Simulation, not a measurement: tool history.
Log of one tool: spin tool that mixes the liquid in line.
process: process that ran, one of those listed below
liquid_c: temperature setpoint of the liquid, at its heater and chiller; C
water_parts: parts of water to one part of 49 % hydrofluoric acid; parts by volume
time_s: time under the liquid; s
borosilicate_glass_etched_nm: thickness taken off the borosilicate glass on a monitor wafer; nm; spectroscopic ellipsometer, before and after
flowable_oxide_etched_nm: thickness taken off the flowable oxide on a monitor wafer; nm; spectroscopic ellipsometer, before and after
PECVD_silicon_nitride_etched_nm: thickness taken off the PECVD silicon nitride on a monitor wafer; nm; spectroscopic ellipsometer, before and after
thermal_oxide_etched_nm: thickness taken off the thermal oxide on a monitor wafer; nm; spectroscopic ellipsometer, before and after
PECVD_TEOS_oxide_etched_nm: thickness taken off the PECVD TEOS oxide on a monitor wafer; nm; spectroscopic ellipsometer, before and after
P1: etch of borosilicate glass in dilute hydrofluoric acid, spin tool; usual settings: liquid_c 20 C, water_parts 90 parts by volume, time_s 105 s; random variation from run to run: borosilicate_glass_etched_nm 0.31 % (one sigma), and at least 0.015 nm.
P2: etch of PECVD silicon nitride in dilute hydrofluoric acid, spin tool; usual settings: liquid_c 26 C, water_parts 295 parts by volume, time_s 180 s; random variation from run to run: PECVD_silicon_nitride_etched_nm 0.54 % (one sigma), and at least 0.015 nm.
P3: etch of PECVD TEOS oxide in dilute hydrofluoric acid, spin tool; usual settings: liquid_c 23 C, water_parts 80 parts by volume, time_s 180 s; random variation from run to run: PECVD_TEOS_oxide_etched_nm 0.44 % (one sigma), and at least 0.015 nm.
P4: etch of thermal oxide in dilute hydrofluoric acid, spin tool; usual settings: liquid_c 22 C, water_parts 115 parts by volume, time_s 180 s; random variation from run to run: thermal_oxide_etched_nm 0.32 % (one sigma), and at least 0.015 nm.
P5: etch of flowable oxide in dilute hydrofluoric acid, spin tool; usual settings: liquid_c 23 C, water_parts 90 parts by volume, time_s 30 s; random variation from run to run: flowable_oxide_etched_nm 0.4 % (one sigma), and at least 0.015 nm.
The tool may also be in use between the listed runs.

run,hour,process,liquid_c,water_parts,time_s,hours since the thermometer was replaced,hours since the hydrofluoric acid flow meter was replaced,borosilicate_glass_etched_nm,flowable_oxide_etched_nm,PECVD_silicon_nitride_etched_nm,thermal_oxide_etched_nm,PECVD_TEOS_oxide_etched_nm
1,3.5,P1,20,90,105,296.2,342.8,22.259,,,,
2,6.1,P1,20,125,105,298.8,345.4,15.549,,,,
3,10.1,P5,23,20,30,302.8,349.4,,64.898,,,
4,12.9,P1,17,35,105,305.6,352.2,53.845,,,,
5,16,P5,23,90,30,308.7,355.3,,13.224,,,
6,18.4,P2,31.5,295,180,311.1,357.7,,,5.2383,,
7,21.7,P1,17,90,105,314.4,361,19.665,,,,
8,24.4,P1,20,90,105,317.1,363.7,22.403,,,,
9,27.8,P1,20,90,105,320.5,367.1,22.358,,,,
10,32,P4,22,115,305,324.7,371.3,,,,11.126,
11,36.8,P3,23,80,50,329.5,376.1,,,,,6.3446
12,39.4,P1,20,90,50,332.1,378.7,10.641,,,,
13,42.3,P4,26,115,180,335,381.6,,,,7.6973,
14,46.9,P1,27,50,105,339.6,386.2,56.356,,,,
15,49.9,P5,23,90,55,342.6,389.2,,24.128,,,
16,53.9,P3,23,40,180,346.6,393.2,,,,,47.869
17,56.5,P4,22,195,180,349.2,395.8,,,,3.5322,
18,59.8,P1,20,90,200,352.5,399.1,42.634,,,,
19,62.2,P2,26,135,180,354.9,401.5,,,8.4589,,
20,64.6,P3,23,80,180,357.3,403.9,,,,,22.744
21,69.1,P3,18.5,80,180,361.8,408.4,,,,,19.043
22,71.8,P1,20,90,105,364.5,411.1,22.407,,,,
23,74.8,P5,17,90,30,367.5,414.1,,10.351,,,
# hour 76.3: hydrofluoric acid flow meter replaced
24,79.1,P2,26,295,180,371.8,2.9,,,3.8343,,
25,83.6,P1,20,50,105,376.3,7.4,41.986,,,,
26,87.3,P3,23,80,180,380,11.1,,,,,22.894
27,90.5,P1,20,90,105,383.2,14.3,22.309,,,,
28,92.8,P2,26,295,180,385.5,16.6,,,3.8079,,
29,97,P2,26,295,305,389.7,20.8,,,6.4807,,
30,99.6,P4,22,115,180,392.3,23.4,,,,6.5924,
31,103.8,P1,26.5,90,105,396.5,27.6,28.957,,,,
32,108,P5,23,90,30,400.7,31.8,,13.21,,,
33,112.8,P1,20,140,200,405.5,36.6,26.053,,,,
34,117.1,P1,20,90,105,409.8,40.9,22.364,,,,
35,120.3,P1,20,90,105,413,44.1,22.94,,,,

The next listed run, before its measurement:
36,124.7,P1,20,90,105,417.4,48.5,?,,,,

Run 36 gave borosilicate_glass_etched_nm 23.371 nm.
